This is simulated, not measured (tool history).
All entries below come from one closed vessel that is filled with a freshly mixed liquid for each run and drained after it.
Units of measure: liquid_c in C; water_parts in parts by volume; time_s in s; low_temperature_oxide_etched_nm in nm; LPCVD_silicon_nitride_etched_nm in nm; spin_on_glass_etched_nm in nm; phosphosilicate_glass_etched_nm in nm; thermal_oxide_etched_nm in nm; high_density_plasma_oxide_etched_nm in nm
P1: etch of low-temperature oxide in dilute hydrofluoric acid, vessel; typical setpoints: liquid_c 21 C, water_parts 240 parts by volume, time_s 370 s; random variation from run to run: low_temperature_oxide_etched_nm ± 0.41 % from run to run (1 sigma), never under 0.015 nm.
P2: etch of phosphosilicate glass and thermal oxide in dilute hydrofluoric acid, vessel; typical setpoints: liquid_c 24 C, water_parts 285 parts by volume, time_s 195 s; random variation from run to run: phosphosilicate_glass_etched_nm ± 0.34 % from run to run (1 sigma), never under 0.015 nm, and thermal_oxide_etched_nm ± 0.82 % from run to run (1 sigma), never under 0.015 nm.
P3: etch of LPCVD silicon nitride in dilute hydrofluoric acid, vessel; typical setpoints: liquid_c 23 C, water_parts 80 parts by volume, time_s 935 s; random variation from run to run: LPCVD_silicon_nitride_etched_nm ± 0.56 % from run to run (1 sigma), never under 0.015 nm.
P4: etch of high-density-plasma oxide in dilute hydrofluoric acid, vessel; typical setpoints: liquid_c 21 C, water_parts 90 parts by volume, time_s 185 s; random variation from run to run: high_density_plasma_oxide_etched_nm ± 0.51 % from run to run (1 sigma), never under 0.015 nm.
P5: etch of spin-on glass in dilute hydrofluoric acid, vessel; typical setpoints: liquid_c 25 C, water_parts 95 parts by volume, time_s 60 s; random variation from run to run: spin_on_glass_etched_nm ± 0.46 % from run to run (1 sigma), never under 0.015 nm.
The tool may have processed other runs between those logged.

run	hour	process	liquid_c	water_parts	time_s	hours since the thermometer was replaced	hours since the hydrofluoric acid flow meter was replaced	low_temperature_oxide_etched_nm	LPCVD_silicon_nitride_etched_nm	spin_on_glass_etched_nm	phosphosilicate_glass_etched_nm	thermal_oxide_etched_nm	high_density_plasma_oxide_etched_nm
1	4.2	P1	21	240	370	1655.7	454.4	23.563					
2	10.4	P1	21	240	170	1661.9	460.6	10.76					
3	13.4	P3	23	80	360	1664.9	463.6		2.1665				
4	16.7	P5	25	95	30	1668.2	466.9			19.711			
5	19.7	P2	24	285	195	1671.2	469.9				52.552	2.6482	
6	23.1	P1	21	240	370	1674.6	473.3	23.318					
7	28.4	P1	21	240	585	1679.9	478.6	36.984					
8	32.5	P1	21	400	55	1684	482.7	1.819					
9	38.1	P1	21	240	370	1689.6	488.3	23.506					
10	42.7	P4	17	90	185	1694.2	492.9						12.805
11	47.8	P4	21	30	185	1699.3	498						48.654
12	54.3	P3	17	80	935	1705.8	504.5		3.7754				
13	59.4	P1	21	385	370	1710.9	509.6	12.862					
14	65.7	P5	25	95	60	1717.2	515.9			39.294			
15	72.3	P1	21	240	370	1723.8	522.5	23.588					
16	78.6	P5	25	165	60	1730.1	528.8			20.853			
17	84.1	P1	21	110	370	1735.6	534.3	58.823					
18	89.3	P1	21	240	370	1740.8	539.5	23.62					
19	94.4	P1	21	240	370	1745.9	544.6	23.608					
20	99.7	P1	17	240	370	1751.2	549.9	20.258					
21	105.2	P4	21	90	185	1756.7	555.4						15.003
22	108.6	P1	21	240	370	1760.1	558.8	23.566					
23	111.5	P3	23	80	935	1763	561.7		5.682				
24	117.9	P2	17	285	195	1769.4	568.1				40.915	2.0765	
25	123.4	P2	24	100	195	1774.9	573.6				183.51	9.4992	

Run 26 has not been measured yet. What should we expect?
26	126.6	P2	24	285	30	1778.1	576.8				?	?	

Run 26 yielded phosphosilicate_glass_etched_nm 8.1441 nm, thermal_oxide_etched_nm 0.40647 nm.
